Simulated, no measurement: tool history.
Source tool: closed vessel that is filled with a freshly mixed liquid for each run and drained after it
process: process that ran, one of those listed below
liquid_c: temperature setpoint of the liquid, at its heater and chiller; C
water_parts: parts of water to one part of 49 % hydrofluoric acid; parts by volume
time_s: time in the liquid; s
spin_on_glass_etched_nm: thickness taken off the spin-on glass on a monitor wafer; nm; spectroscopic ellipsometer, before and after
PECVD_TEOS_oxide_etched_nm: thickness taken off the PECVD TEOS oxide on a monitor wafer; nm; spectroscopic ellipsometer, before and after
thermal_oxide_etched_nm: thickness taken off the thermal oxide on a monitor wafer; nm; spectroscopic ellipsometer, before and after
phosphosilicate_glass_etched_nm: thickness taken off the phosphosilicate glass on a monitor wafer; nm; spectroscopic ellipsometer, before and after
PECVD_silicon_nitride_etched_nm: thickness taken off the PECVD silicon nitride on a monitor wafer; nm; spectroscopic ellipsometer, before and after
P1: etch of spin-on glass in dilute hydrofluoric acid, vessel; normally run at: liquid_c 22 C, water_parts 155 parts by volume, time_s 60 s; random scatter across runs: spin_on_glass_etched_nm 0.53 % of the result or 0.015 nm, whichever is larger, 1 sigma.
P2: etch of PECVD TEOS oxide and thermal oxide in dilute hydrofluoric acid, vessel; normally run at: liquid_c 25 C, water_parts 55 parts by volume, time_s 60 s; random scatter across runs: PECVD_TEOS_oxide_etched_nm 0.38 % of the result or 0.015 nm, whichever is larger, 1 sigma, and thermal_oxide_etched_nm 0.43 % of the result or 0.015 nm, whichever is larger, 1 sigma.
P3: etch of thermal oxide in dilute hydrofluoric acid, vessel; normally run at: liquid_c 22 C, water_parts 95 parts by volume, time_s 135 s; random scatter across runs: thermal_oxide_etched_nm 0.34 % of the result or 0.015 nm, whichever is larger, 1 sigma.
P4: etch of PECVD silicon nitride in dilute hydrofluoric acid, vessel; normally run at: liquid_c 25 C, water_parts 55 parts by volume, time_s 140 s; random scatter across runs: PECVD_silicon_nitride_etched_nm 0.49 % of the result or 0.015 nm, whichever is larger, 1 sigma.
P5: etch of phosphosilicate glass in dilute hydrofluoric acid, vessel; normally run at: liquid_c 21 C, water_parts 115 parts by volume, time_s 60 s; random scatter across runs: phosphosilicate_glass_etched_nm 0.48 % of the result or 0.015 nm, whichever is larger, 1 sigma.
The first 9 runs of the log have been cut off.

| run | hour | process | liquid_c | water_parts | time_s | hours since the thermometer was replaced | hours since the hydrofluoric acid flow meter was replaced | spin_on_glass_etched_nm | PECVD_TEOS_oxide_etched_nm | thermal_oxide_etched_nm | phosphosilicate_glass_etched_nm | PECVD_silicon_nitride_etched_nm |
|---|---|---|---|---|---|---|---|---|---|---|---|---|
| 10 | 154.5 | P1 | 22 | 155 | 120 | 695.8 | 457.9 | 20.952 |  |  |  |  |
| 11 | 171.4 | P4 | 30.5 | 55 | 140 | 712.7 | 474.8 |  |  |  |  | 9.6644 |
| 12 | 189.9 | P1 | 27.5 | 155 | 60 | 731.2 | 493.3 | 12.986 |  |  |  |  |
| 13 | 202.9 | P1 | 22 | 155 | 60 | 744.2 | 506.3 | 10.431 |  |  |  |  |
| 14 | 221.3 | P2 | 25 | 55 | 60 | 762.6 | 524.7 |  | 29.452 | 5.5887 |  |  |
| 15 | 233.6 | P1 | 17 | 155 | 60 | 774.9 | 537 | 8.6147 |  |  |  |  |
| 16 | 243.9 | P1 | 22 | 155 | 60 | 785.2 | 547.3 | 10.422 |  |  |  |  |
| 17 | 260.5 | P3 | 22 | 175 | 135 | 801.8 | 563.9 |  |  | 3.1181 |  |  |
| 18 | 277.4 | P3 | 18 | 95 | 135 | 818.7 | 580.8 |  |  | 5.3522 |  |  |
| 19 | 287.3 | P1 | 22 | 155 | 60 | 828.6 | 590.7 | 10.533 |  |  |  |  |
| 20 | 298.1 | P5 | 21 | 30 | 60 | 839.4 | 601.5 |  |  |  | 161.64 |  |
| 21 | 307.1 | P3 | 22 | 95 | 135 | 848.4 | 610.5 |  |  | 6.3286 |  |  |
| 22 | 316.9 | P4 | 25 | 55 | 275 | 858.2 | 620.3 |  |  |  |  | 13.302 |
| 23 | 332.4 | P4 | 25 | 20 | 140 | 873.7 | 635.8 |  |  |  |  | 18.067 |
| 24 | 341.1 | P5 | 21 | 115 | 30 | 882.4 | 644.5 |  |  |  | 19.064 |  |
| 25 | 350.2 | P1 | 22 | 265 | 30 | 891.5 | 653.6 | 2.7744 |  |  |  |  |
| 26 | 363.5 | P1 | 22 | 155 | 30 | 904.8 | 666.9 | 5.1973 |  |  |  |  |

Predict the results of run 27:
| 27 | 381.5 | P1 | 22 | 265 | 60 | 922.8 | 684.9 | ? |  |  |  |  |

Run 27 produced spin_on_glass_etched_nm 5.5442 nm.
